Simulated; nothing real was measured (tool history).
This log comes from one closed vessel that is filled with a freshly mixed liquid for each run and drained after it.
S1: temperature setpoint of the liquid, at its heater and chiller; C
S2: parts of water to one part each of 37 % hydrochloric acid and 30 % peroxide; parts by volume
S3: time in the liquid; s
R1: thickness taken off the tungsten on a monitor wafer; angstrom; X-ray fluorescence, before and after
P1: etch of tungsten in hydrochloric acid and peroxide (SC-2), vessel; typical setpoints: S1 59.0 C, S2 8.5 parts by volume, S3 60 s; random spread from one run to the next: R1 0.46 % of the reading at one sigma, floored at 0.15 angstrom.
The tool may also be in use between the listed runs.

{"run": 1, "hour": 13.2, "S1": 59.0, "S2": 8.5, "S3": 60, "R1": 470.13}
{"run": 2, "hour": 23.4, "S1": 44.5, "S2": 8.5, "S3": 60, "R1": 179.52}
{"run": 3, "hour": 34.0, "S1": 59.0, "S2": 8.5, "S3": 60, "R1": 468.59}
{"run": 4, "hour": 43.3, "S1": 59.0, "S2": 8.5, "S3": 60, "R1": 468.0}
{"run": 5, "hour": 55.3, "S1": 72.0, "S2": 8.5, "S3": 60, "R1": 1027.6}
{"run": 6, "hour": 64.6, "S1": 59.0, "S2": 8.5, "S3": 60, "R1": 469.27}
{"run": 7, "hour": 76.3, "S1": 59.0, "S2": 8.5, "S3": 95, "R1": 744.43}
{"run": 8, "hour": 90.6, "S1": 59.0, "S2": 14.5, "S3": 60, "R1": 298.95}
{"run": 9, "hour": 98.2, "S1": 66.5, "S2": 8.5, "S3": 30, "R1": 373.63}
{"run": 10, "hour": 111.7, "S1": 59.0, "S2": 8.5, "S3": 30, "R1": 235.17}
{"run": 11, "hour": 122.0, "S1": 59.0, "S2": 4.0, "S3": 30, "R1": 407.26}
{"run": 12, "hour": 136.9, "S1": 59.0, "S2": 4.0, "S3": 60, "R1": 818.15}
{"run": 13, "hour": 149.8, "S1": 59.0, "S2": 8.5, "S3": 60, "R1": 468.48}
{"run": 14, "hour": 165.8, "S1": 59.0, "S2": 8.5, "S3": 60, "R1": 489.94}
{"run": 15, "hour": 181.0, "S1": 59.0, "S2": 8.5, "S3": 60, "R1": 503.13}
{"run": 16, "hour": 195.4, "S1": 59.0, "S2": 8.5, "S3": 60, "R1": 510.48}
{"run": 17, "hour": 210.4, "S1": 59.0, "S2": 8.5, "S3": 60, "R1": 510.28}
{"run": 18, "hour": 225.7, "S1": 59.0, "S2": 8.5, "S3": 60, "R1": 511.19}
{"run": 19, "hour": 234.2, "S1": 59.0, "S2": 8.5, "S3": 60, "R1": 509.87}
{"run": 20, "hour": 244.5, "S1": 59.0, "S2": 8.5, "S3": 60, "R1": 513.02}

P1 no longer gives what it gave before; its output has crept away from where it was. The following 2 causes, each at its listed size, fit the log equally well:
A: chemicals flow above the setpoint (%) = 11.7
B: liquid hotter than its thermometer reads (K) = 1.41
The drift started at roughly hour 149.8.
Excluded causes, each with its reason:
peroxide weaker than its label (%): 8 at the very most, moving R1 by -7.3 %, which is either too weak or the wrong sign

Below are 4 check runs, each averaged over 2 wafers, with their results shown as question marks. Which of them would give clearly different results depending on which cause is behind the drift?
{"run": "check 1", "hour": 254.8, "S1": 48.0, "S2": 8.5, "S3": 60, "R1": "?"}
{"run": "check 2", "hour": 254.8, "S1": 44.5, "S2": 4.0, "S3": 60, "R1": "?"}
{"run": "check 3", "hour": 254.8, "S1": 69.5, "S2": 8.5, "S3": 60, "R1": "?"}
{"run": "check 4", "hour": 254.8, "S1": 66.5, "S2": 8.5, "S3": 60, "R1": "?"}

Expected result of each check under each candidate cause:
check=check_1 result=R1 if_A=249.82 if_B=251.38
check=check_2 result=R1 if_A=338.76 if_B=347.16
check=check_3 result=R1 if_A=973.72 if_B=968.58
check=check_4 result=R1 if_A=813.74 if_B=810.64
Gap, in per cent, between the two causes that each check separates least, read from the result that separates them most: check 1 0.62 %; check 2 2.45 %; check 3 0.53 %; check 4 0.38 %
Check 2 distinguishes between the causes, while the remaining checks would return nearly the same result for all of them.

Running check 2 produced the following: R1 339.57 angstrom. Which one of the listed causes fits?

It is A: chemicals flow above the setpoint (%).
